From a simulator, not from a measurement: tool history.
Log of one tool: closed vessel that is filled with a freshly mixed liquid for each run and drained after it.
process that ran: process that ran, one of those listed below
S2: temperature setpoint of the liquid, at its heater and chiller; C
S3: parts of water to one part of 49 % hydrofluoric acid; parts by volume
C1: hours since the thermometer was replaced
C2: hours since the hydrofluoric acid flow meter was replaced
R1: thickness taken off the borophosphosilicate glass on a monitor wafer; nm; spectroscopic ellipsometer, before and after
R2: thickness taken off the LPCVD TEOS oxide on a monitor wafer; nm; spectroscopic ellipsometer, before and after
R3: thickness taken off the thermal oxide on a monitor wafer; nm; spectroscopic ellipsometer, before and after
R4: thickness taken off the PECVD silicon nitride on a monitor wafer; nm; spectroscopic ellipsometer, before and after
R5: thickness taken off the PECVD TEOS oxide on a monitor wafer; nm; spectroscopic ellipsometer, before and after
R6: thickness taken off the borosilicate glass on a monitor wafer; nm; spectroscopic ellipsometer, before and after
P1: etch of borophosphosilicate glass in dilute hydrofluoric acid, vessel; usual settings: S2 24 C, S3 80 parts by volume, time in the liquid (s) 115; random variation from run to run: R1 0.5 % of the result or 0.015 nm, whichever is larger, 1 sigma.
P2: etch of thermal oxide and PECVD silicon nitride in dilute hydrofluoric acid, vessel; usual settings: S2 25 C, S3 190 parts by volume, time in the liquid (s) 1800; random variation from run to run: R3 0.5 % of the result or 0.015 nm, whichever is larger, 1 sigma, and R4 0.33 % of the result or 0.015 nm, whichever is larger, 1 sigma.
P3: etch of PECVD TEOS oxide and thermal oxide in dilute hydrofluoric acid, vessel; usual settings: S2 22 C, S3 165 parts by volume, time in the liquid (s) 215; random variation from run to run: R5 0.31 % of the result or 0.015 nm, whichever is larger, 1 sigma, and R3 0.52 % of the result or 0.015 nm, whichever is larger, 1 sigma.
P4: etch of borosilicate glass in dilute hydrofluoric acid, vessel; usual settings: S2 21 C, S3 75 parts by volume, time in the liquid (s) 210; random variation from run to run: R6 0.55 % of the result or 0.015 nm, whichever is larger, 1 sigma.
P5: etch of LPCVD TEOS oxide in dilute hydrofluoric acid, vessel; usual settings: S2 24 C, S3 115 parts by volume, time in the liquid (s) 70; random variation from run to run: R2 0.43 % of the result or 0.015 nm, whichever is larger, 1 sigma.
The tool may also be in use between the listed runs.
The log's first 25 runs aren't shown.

{"run": 26, "hour": 302.6, "process that ran": "P4", "S2": 21, "S3": 75, "time in the liquid (s)": 210, "C1": 109.5, "C2": 77.4, "R6": 54.308}
{"run": 27, "hour": 318.6, "process that ran": "P3", "S2": 22, "S3": 165, "time in the liquid (s)": 30, "C1": 125.5, "C2": 93.4, "R3": 0.77725, "R5": 1.3496}
{"run": 28, "hour": 330.4, "process that ran": "P2", "S2": 25, "S3": 190, "time in the liquid (s)": 1800, "C1": 137.3, "C2": 105.2, "R3": 41.974, "R4": 28.91}
{"run": 29, "hour": 343.2, "process that ran": "P1", "S2": 17.5, "S3": 80, "time in the liquid (s)": 115, "C1": 150.1, "C2": 118, "R1": 41.918}
{"run": 30, "hour": 355.8, "process that ran": "P4", "S2": 26, "S3": 75, "time in the liquid (s)": 210, "C1": 162.7, "C2": 130.6, "R6": 65.78}
{"run": 31, "hour": 369.4, "process that ran": "P1", "S2": 24, "S3": 80, "time in the liquid (s)": 115, "C1": 176.3, "C2": 144.2, "R1": 55.116}
{"run": 32, "hour": 379.0, "process that ran": "P1", "S2": 24, "S3": 80, "time in the liquid (s)": 115, "C1": 185.9, "C2": 153.8, "R1": 56.156}
{"run": 33, "hour": 389.8, "process that ran": "P1", "S2": 24, "S3": 80, "time in the liquid (s)": 115, "C1": 196.7, "C2": 164.6, "R1": 57.325}
{"run": 34, "hour": 404.6, "process that ran": "P1", "S2": 24, "S3": 80, "time in the liquid (s)": 115, "C1": 211.5, "C2": 179.4, "R1": 57.959}
{"run": 35, "hour": 412.2, "process that ran": "P1", "S2": 24, "S3": 80, "time in the liquid (s)": 115, "C1": 219.1, "C2": 187, "R1": 57.899}
{"run": 36, "hour": 426.6, "process that ran": "P1", "S2": 24, "S3": 80, "time in the liquid (s)": 115, "C1": 233.5, "C2": 201.4, "R1": 58.273}
{"run": 37, "hour": 440.1, "process that ran": "P1", "S2": 24, "S3": 80, "time in the liquid (s)": 115, "C1": 247, "C2": 214.9, "R1": 58.421}
{"run": 38, "hour": 448.3, "process that ran": "P1", "S2": 24, "S3": 80, "time in the liquid (s)": 115, "C1": 255.2, "C2": 223.1, "R1": 58.424}
{"run": 39, "hour": 460.0, "process that ran": "P1", "S2": 24, "S3": 80, "time in the liquid (s)": 115, "C1": 266.9, "C2": 234.8, "R1": 58.554}

The next listed run, before its measurement:
{"run": 40, "hour": 473.5, "process that ran": "P1", "S2": 24, "S3": 80, "time in the liquid (s)": 115, "C1": 280.4, "C2": 248.3, "R1": "?"}

R1: 58.808 nm
